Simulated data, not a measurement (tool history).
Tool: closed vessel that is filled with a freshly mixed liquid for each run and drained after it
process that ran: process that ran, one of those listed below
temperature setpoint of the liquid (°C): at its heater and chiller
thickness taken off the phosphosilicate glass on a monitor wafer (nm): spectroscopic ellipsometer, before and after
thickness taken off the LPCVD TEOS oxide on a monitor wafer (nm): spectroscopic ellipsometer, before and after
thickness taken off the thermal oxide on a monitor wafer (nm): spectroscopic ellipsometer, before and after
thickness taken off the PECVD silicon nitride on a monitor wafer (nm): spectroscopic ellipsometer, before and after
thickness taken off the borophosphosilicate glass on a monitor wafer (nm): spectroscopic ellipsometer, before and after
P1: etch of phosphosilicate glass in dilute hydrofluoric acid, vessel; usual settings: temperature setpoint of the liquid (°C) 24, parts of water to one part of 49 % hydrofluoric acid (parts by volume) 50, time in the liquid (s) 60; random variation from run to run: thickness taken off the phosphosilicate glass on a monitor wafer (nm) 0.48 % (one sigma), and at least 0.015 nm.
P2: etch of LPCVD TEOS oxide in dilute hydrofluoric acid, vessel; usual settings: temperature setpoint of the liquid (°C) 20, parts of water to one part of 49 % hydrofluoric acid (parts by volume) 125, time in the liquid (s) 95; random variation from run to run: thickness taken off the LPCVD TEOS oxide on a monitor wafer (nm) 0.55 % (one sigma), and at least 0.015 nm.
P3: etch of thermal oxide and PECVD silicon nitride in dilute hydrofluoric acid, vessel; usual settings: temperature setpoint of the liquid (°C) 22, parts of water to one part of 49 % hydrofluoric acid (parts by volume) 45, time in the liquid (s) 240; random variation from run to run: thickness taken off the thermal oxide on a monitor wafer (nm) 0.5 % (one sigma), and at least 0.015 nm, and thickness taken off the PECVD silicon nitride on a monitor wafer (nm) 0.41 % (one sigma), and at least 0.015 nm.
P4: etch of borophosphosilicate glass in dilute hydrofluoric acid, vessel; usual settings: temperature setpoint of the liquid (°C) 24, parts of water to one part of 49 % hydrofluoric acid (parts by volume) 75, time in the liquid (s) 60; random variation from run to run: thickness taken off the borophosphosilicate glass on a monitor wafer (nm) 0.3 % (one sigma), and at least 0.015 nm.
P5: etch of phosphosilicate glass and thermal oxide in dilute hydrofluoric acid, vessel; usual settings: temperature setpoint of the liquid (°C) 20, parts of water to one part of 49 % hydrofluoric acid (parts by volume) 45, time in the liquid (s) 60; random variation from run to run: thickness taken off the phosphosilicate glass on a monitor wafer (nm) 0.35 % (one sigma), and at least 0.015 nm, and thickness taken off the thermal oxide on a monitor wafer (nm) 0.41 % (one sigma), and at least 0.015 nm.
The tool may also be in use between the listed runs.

run   hour  process that ran  temperature setpoint of the liquid (°C)  parts of water to one part of 49 % hydrofluoric acid (parts by volume)  time in the liquid (s)  hours since the thermometer was replaced  hours since the hydrofluoric acid flow meter was replaced  thickness taken off the phosphosilicate glass on a monitor wafer (nm)  thickness taken off the LPCVD TEOS oxide on a monitor wafer (nm)  thickness taken off the thermal oxide on a monitor wafer (nm)  thickness taken off the PECVD silicon nitride on a monitor wafer (nm)  thickness taken off the borophosphosilicate glass on a monitor wafer (nm)
  1    3.3                P1                                       24                                                                      50                      60                                    1833.4                                                      932.6                                                                 115.11
  2    5.7                P2                                       20                                                                     125                      95                                    1835.8                                                        935                                                                                                                                   16.206
  3    8.8                P1                                       24                                                                      50                      60                                    1838.9                                                      938.1                                                                 114.28
  4   12.3                P3                                       22                                                                      45                      85                                    1842.4                                                      941.6                                                                                                                                                                                                  9.1435                                                                 2.7008
  5   17.7                P5                                       20                                                                      45                      60                                    1847.8                                                        947                                                                 112.73                                                                                                                           6.0006
  6   20.4                P4                                       24                                                                      75                      60                                    1850.5                                                      949.7                                                                                                                                                                                                                                                                                                                                                    47.584
  7   23.9                P3                                       22                                                                      65                     240                                      1854                                                      953.2                                                                                                                                                                                                  17.623                                                                 5.3108
  8     29                P1                                     19.5                                                                      50                      60                                    1859.1                                                      958.3                                                                 94.552
  9   34.1                P1                                       31                                                                      50                      60                                    1864.2                                                      963.4                                                                 151.27
 10   36.5                P1                                       24                                                                      50                     100                                    1866.6                                                      965.8                                                                 190.75
 11   40.5                P5                                       26                                                                      45                      60                                    1870.6                                                      969.8                                                                 145.16                                                                                                                           7.6884
 12   43.4                P3                                       22                                                                      45                     240                                    1873.5                                                      972.7                                                                                                                                                                                                  26.008                                                                 7.6419
 13     48                P2                                       20                                                                     125                     185                                    1878.1                                                      977.3                                                                                                                                   31.531
 14   51.7                P2                                       25                                                                     125                      95                                    1881.8                                                        981                                                                                                                                   19.788
 15   56.5                P1                                       24                                                                      50                      60                                    1886.6                                                      985.8                                                                 115.16
      58.9  -- thermometer replaced
 16   59.6                P4                                     31.5                                                                      75                      60                                       0.8                                                      988.9                                                                                                                                                                                                                                                                                                                                                    63.568
 17   62.3                P1                                       18                                                                      50                      30                                       3.5                                                      991.6                                                                 44.288
 18   64.9                P1                                       24                                                                      90                      60                                       6.1                                                      994.2                                                                 60.819
 19   67.4                P1                                       24                                                                      50                      60                                       8.6                                                      996.7                                                                 114.26
 20     70                P4                                       24                                                                      75                      30                                      11.2                                                      999.3                                                                                                                                                                                                                                                                                                                                                    23.875
 21   73.9                P5                                       20                                                                      45                      30                                      15.1                                                     1003.2                                                                 56.328                                                                                                                           3.0196
 22   78.8                P3                                       30                                                                      45                     240                                        20                                                     1008.1                                                                                                                                                                                                  35.657                                                                 13.091
 23   81.7                P1                                       24                                                                      50                      30                                      22.9                                                       1011                                                                 57.019
 24   84.1                P1                                       24                                                                      20                      60                                      25.3                                                     1013.4                                                                 299.38
 25   87.6                P5                                       20                                                                      45                      60                                      28.8                                                     1016.9                                                                 112.88                                                                                                                           6.0207
 26   91.1                P1                                       24                                                                      50                      60                                      32.3                                                     1020.4                                                                 115.21
 27   95.5                P4                                       24                                                                      30                      60                                      36.7                                                     1024.8                                                                                                                                                                                                                                                                                                                                                    125.97
 28   99.3                P1                                       31                                                                      25                      60                                      40.5                                                     1028.6                                                                 313.01
 29  102.5                P2                                       20                                                                      65                      95                                      43.7                                                     1031.8                                                                                                                                   33.432
 30    106                P1                                     28.5                                                                      50                      30                                      47.2                                                     1035.3                                                                 68.274
 31  110.3                P5                                       20                                                                      20                      60                                      51.5                                                     1039.6                                                                 262.17                                                                                                                           13.751
 32  113.2                P1                                       24                                                                      50                      60                                      54.4                                                     1042.5                                                                 115.79
 33  116.9                P1                                       24                                                                      50                      60                                      58.1                                                     1046.2                                                                 112.41
 34  122.2                P1                                       24                                                                      50                      60                                      63.4                                                     1051.5                                                                 110.84
 35  124.8                P1                                       24                                                                      50                      60                                        66                                                     1054.1                                                                 109.22
 36  128.9                P1                                       24                                                                      50                      60                                      70.1                                                     1058.2                                                                 107.87
 37  132.7                P1                                       24                                                                      50                      60                                      73.9                                                       1062                                                                 108.08
 38    138                P1                                       24                                                                      50                      60                                      79.2                                                     1067.3                                                                 107.43
 39  142.9                P1                                       24                                                                      50                      60                                      84.1                                                     1072.2                                                                 107.13
 40  146.4                P1                                       24                                                                      50                      60                                      87.6                                                     1075.7                                                                 106.34
 41  149.8                P1                                       24                                                                      50                      60                                        91                                                     1079.1                                                                 107.54
 42  153.4                P1                                       24                                                                      50                      60                                      94.6                                                     1082.7                                                                 106.06

What P1 gives has crept away from where it was. These 2 causes fit the log equally well, each at the size given:
A: hydrofluoric acid flow below the setpoint (%) = 6.34
B: liquid colder than its thermometer reads (K) = 1.69
The creep began at about hour 113.2.

4 check runs are offered, one wafer each, their results left as question marks. Which one tells the causes apart?
check 1   157                P3                                     29.5                                                                      45                     145                                                                                                                                                                                                                                                                                                            ?                                                                      ?
check 2   157                P4                                       24                                                                      75                      40                                                                                                                                                                                                                                                                                                                                                                                                                                                              ?
check 3   157                P5                                       24                                                                      20                      60                                                                                                                                                                           ?                                                                                                                                ?
check 4   157                P2                                     23.5                                                                     125                     180                                                                                                                                                                                                                                             ?

What each check would give under each cause:
  check                                                                     result    if A    if B
check 1              thickness taken off the thermal oxide on a monitor wafer (nm)  19.738  19.795
check 1      thickness taken off the PECVD silicon nitride on a monitor wafer (nm)  7.1697  6.8494
check 2  thickness taken off the borophosphosilicate glass on a monitor wafer (nm)  29.514  29.611
check 3      thickness taken off the phosphosilicate glass on a monitor wafer (nm)  291.33  289.99
check 3              thickness taken off the thermal oxide on a monitor wafer (nm)  15.364  15.293
check 4           thickness taken off the LPCVD TEOS oxide on a monitor wafer (nm)   32.56  32.845
How far apart the two closest causes lie, in the result that separates them most: check 1 4.57 %; check 2 0.33 %; check 3 0.46 %; check 4 0.87 %
Only check 1 tells the causes apart: in the others they would give nearly the same result.

Check 1 was then run and gave: thickness taken off the thermal oxide on a monitor wafer (nm) 19.657; thickness taken off the PECVD silicon nitride on a monitor wafer (nm) 7.1745. Which cause is it?

It is A: hydrofluoric acid flow below the setpoint (%).

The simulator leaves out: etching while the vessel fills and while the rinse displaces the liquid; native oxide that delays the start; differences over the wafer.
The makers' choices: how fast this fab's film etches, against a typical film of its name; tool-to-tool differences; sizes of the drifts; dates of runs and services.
